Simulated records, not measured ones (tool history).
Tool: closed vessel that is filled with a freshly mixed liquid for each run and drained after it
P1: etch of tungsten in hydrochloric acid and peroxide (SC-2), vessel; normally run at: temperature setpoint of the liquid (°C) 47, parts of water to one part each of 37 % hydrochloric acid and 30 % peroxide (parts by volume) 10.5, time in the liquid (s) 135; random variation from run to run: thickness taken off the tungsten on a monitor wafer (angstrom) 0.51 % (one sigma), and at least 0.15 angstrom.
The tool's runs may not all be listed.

run   hour  temperature setpoint of the liquid (°C)  parts of water to one part each of 37 % hydrochloric acid and 30 % peroxide (parts by volume)  time in the liquid (s)  hours since the thermometer was replaced  hours since the chemicals flow meter was replaced  hours since the drum of peroxide was connected  thickness taken off the tungsten on a monitor wafer (angstrom)
  1   10.9                                       47                                                                                           10.5                     135                                     744.4                                              169.3                                           848.5                                                          286.75
  2   19.7                                       47                                                                                           10.5                     240                                     753.2                                              178.1                                           857.3                                                          508.69
  3   30.2                                       47                                                                                           18.5                     135                                     763.7                                              188.6                                           867.8                                                           174.5
  4   40.2                                       47                                                                                           10.5                      30                                     773.7                                              198.6                                           877.8                                                          63.549
  5     47                                       47                                                                                           10.5                     135                                     780.5                                              205.4                                           884.6                                                           288.8
  6   53.2                                       47                                                                                           10.5                     135                                     786.7                                              211.6                                           890.8                                                          288.29
  7   62.1                                       47                                                                                           10.5                     135                                     795.6                                              220.5                                           899.7                                                          287.09
  8   73.1                                       47                                                                                           10.5                     135                                     806.6                                              231.5                                           910.7                                                          287.07
  9   79.1                                       47                                                                                              4                     135                                     812.6                                              237.5                                           916.7                                                          600.59
 10   89.6                                       47                                                                                           16.5                     195                                     823.1                                                248                                           927.2                                                          279.58
 11     95                                       35                                                                                           10.5                     135                                     828.5                                              253.4                                           932.6                                                          123.48
 12  101.5                                       47                                                                                           10.5                     135                                       835                                              259.9                                           939.1                                                          286.18
 13  110.8                                       47                                                                                             16                     190                                     844.3                                              269.2                                           948.4                                                          277.51
 14  121.5                                       63                                                                                           10.5                     135                                       855                                              279.9                                           959.1                                                          811.62
 15  127.5                                       47                                                                                           10.5                     135                                       861                                              285.9                                           965.1                                                          284.31
 16  133.9                                       47                                                                                           10.5                     135                                     867.4                                              292.3                                           971.5                                                          297.45
 17    143                                       47                                                                                           10.5                     135                                     876.5                                              301.4                                           980.6                                                          303.69
 18    149                                       47                                                                                           10.5                     135                                     882.5                                              307.4                                           986.6                                                          307.68
 19  153.9                                       47                                                                                           10.5                     135                                     887.4                                              312.3                                           991.5                                                          309.42
 20    165                                       47                                                                                           10.5                     135                                     898.5                                              323.4                                          1002.6                                                          310.65
 21  175.1                                       47                                                                                           10.5                     135                                     908.6                                              333.5                                          1012.7                                                          309.45
 22  184.5                                       47                                                                                           10.5                     135                                       918                                              342.9                                          1022.1                                                          312.58
 23  193.2                                       47                                                                                           10.5                     135                                     926.7                                              351.6                                          1030.8                                                           312.1

What P1 gives has crept away from where it was. These 2 causes fit the log equally well, each at the size given:
A: liquid hotter than its thermometer reads (K) = 1.25
B: chemicals flow above the setpoint (%) = 10.7
The creep began at about hour 127.5.
Why every other cause is out:
peroxide weaker than its label (%): at most 8, which would move thickness taken off the tungsten on a monitor wafer (angstrom) by -7.4 %: too little, or the wrong way

4 check runs are offered, each on 3 wafers whose results are averaged, their results left as question marks. Which one tells the causes apart?
check 1  201.9                                       47                                                                                             18                     215                                                                                                                                                                                                            ?
check 2  201.9                                       47                                                                                             14                     135                                                                                                                                                                                                            ?
check 3  201.9                                       35                                                                                              4                     135                                                                                                                                                                                                            ?
check 4  201.9                                       35                                                                                           10.5                     135                                                                                                                                                                                                            ?

What each check would give under each cause:
  check                                                          result    if A    if B
check 1  thickness taken off the tungsten on a monitor wafer (angstrom)  310.93  312.94
check 2  thickness taken off the tungsten on a monitor wafer (angstrom)  244.04  244.97
check 3  thickness taken off the tungsten on a monitor wafer (angstrom)  280.89  274.06
check 4  thickness taken off the tungsten on a monitor wafer (angstrom)  134.83  133.94
How far apart the two closest causes lie, in the result that separates them most: check 1 0.64 %; check 2 0.38 %; check 3 2.46 %; check 4 0.66 %
Check 3 tells the causes apart: in the others they would give nearly the same result.

Then check 3 was run and gave: thickness taken off the tungsten on a monitor wafer (angstrom) 274.06. Which cause is it?

It is B: chemicals flow above the setpoint (%).
